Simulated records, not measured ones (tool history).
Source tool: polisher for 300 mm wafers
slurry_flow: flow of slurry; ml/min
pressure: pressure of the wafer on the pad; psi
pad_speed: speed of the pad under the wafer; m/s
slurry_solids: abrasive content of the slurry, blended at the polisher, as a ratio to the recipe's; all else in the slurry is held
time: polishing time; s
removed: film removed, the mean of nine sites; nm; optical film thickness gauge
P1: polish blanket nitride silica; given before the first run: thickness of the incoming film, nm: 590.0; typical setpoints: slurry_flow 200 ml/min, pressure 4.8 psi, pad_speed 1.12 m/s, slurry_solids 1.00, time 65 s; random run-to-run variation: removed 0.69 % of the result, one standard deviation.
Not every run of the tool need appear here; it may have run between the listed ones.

run 1 hour=18.0 | slurry_flow=200 pressure=4.8 pad_speed=1.12 slurry_solids=1.00 time=65 | removed=61.668
run 2 hour=31.9 | slurry_flow=200 pressure=4.8 pad_speed=1.12 slurry_solids=1.00 time=65 | removed=61.181
run 3 hour=48.8 | slurry_flow=305 pressure=4.8 pad_speed=1.12 slurry_solids=1.00 time=30 | removed=29.732
run 4 hour=63.8 | slurry_flow=200 pressure=4.8 pad_speed=1.12 slurry_solids=1.00 time=65 | removed=62.305
run 5 hour=81.3 | slurry_flow=200 pressure=4.8 pad_speed=1.12 slurry_solids=1.00 time=65 | removed=61.211
run 6 hour=94.2 | slurry_flow=200 pressure=6.8 pad_speed=1.12 slurry_solids=1.00 time=65 | removed=86.311
run 7 hour=107.1 | slurry_flow=200 pressure=4.8 pad_speed=1.12 slurry_solids=1.00 time=65 | removed=61.904
run 8 hour=119.6 | slurry_flow=200 pressure=4.8 pad_speed=0.60 slurry_solids=1.00 time=65 | removed=36.766
run 9 hour=138.0 | slurry_flow=200 pressure=4.8 pad_speed=1.12 slurry_solids=1.00 time=101 | removed=95.065
run 10 hour=154.6 | slurry_flow=200 pressure=3.1 pad_speed=1.12 slurry_solids=1.00 time=65 | removed=39.807
run 11 hour=171.4 | slurry_flow=200 pressure=6.0 pad_speed=1.12 slurry_solids=1.30 time=65 | removed=85.992
run 12 hour=185.1 | slurry_flow=200 pressure=4.8 pad_speed=1.12 slurry_solids=1.00 time=31 | removed=29.155
run 13 hour=197.0 | slurry_flow=260 pressure=4.8 pad_speed=1.12 slurry_solids=1.00 time=65 | removed=63.847
run 14 hour=209.3 | slurry_flow=200 pressure=4.8 pad_speed=1.12 slurry_solids=1.00 time=65 | removed=61.774
run 15 hour=217.6 | slurry_flow=200 pressure=4.8 pad_speed=1.12 slurry_solids=0.75 time=65 | removed=52.636
run 16 hour=228.0 | slurry_flow=200 pressure=4.8 pad_speed=1.12 slurry_solids=1.50 time=65 | removed=72.156
-- hour=228.7 worn pad replaced by a new one
run 17 hour=242.5 | slurry_flow=200 pressure=4.8 pad_speed=1.74 slurry_solids=1.00 time=65 | removed=87.905
run 18 hour=257.9 | slurry_flow=120 pressure=4.8 pad_speed=1.12 slurry_solids=1.00 time=65 | removed=57.053
run 19 hour=268.7 | slurry_flow=200 pressure=4.8 pad_speed=1.12 slurry_solids=1.00 time=65 | removed=61.791
run 20 hour=284.0 | slurry_flow=200 pressure=4.8 pad_speed=1.12 slurry_solids=1.00 time=65 | removed=57.261
run 21 hour=295.7 | slurry_flow=200 pressure=4.8 pad_speed=1.12 slurry_solids=1.00 time=65 | removed=55.479
-- hour=306.3 worn pad replaced by a new one
run 22 hour=308.6 | slurry_flow=200 pressure=4.8 pad_speed=1.12 slurry_solids=1.00 time=65 | removed=55.213
-- hour=310.9 conditioning disc replaced and pad reconditioned
run 23 hour=320.1 | slurry_flow=200 pressure=4.8 pad_speed=1.12 slurry_solids=1.00 time=65 | removed=54.487
-- hour=326.5 slurry nozzle cleaned
run 24 hour=334.8 | slurry_flow=200 pressure=4.8 pad_speed=1.12 slurry_solids=1.00 time=65 | removed=54.430
run 25 hour=350.5 | slurry_flow=200 pressure=4.8 pad_speed=1.12 slurry_solids=1.00 time=65 | removed=54.871

What P1 gives has crept off from where it sat before. The 2 causes that follow fit the log equally well, each at the size noted:
A: abrasive missing from the slurry, % = 22.2
B: head's pressure below its setpoint, % = 11.5
The drift started at roughly hour 268.7.
Each remaining cause and why it is not a fit:
removal rate lost through wear of the pad, %: was serviced at hour 306.3, once the creep was under way, yet the earlier output never came back
slurry flow missing at the pad, %: was serviced at hour 326.5, once the creep was under way, yet the earlier output never came back
time polished since the conditioner stopped cutting, s: was serviced at hour 310.9, once the creep was under way, yet the earlier output never came back

Consider the 4 check runs below, whose results appear as question marks and each of which averages 5 wafers. Which one distinguishes the causes, in that each cause would give it a clearly different result?
run check 1 hour=366.2 | slurry_flow=150 pressure=4.8 pad_speed=1.72 slurry_solids=1.00 time=65 | removed=?
run check 2 hour=366.2 | slurry_flow=200 pressure=4.8 pad_speed=1.12 slurry_solids=1.45 time=48 | removed=?
run check 3 hour=366.2 | slurry_flow=120 pressure=4.8 pad_speed=1.60 slurry_solids=1.00 time=65 | removed=?
run check 4 hour=366.2 | slurry_flow=200 pressure=4.8 pad_speed=1.66 slurry_solids=1.00 time=95 | removed=?

Check results expected under each cause:
check=check_1 result=removed if_A=73.523 if_B=73.507
check=check_2 result=removed if_A=47.910 if_B=46.816
check=check_3 result=removed if_A=66.514 if_B=66.500
check=check_4 result=removed if_A=109.050 if_B=109.030
How far apart the two closest causes lie, in the result that separates them most: check 1 0.02 %; check 2 2.31 %; check 3 0.02 %; check 4 0.02 %
The other checks would show nearly matching results whichever cause is true, so check 2 is the only one that separates the causes.

Then check 2 was run and gave: removed 46.861 nm. Which cause is it?

Of the candidate causes, it is B: head's pressure below its setpoint, %.
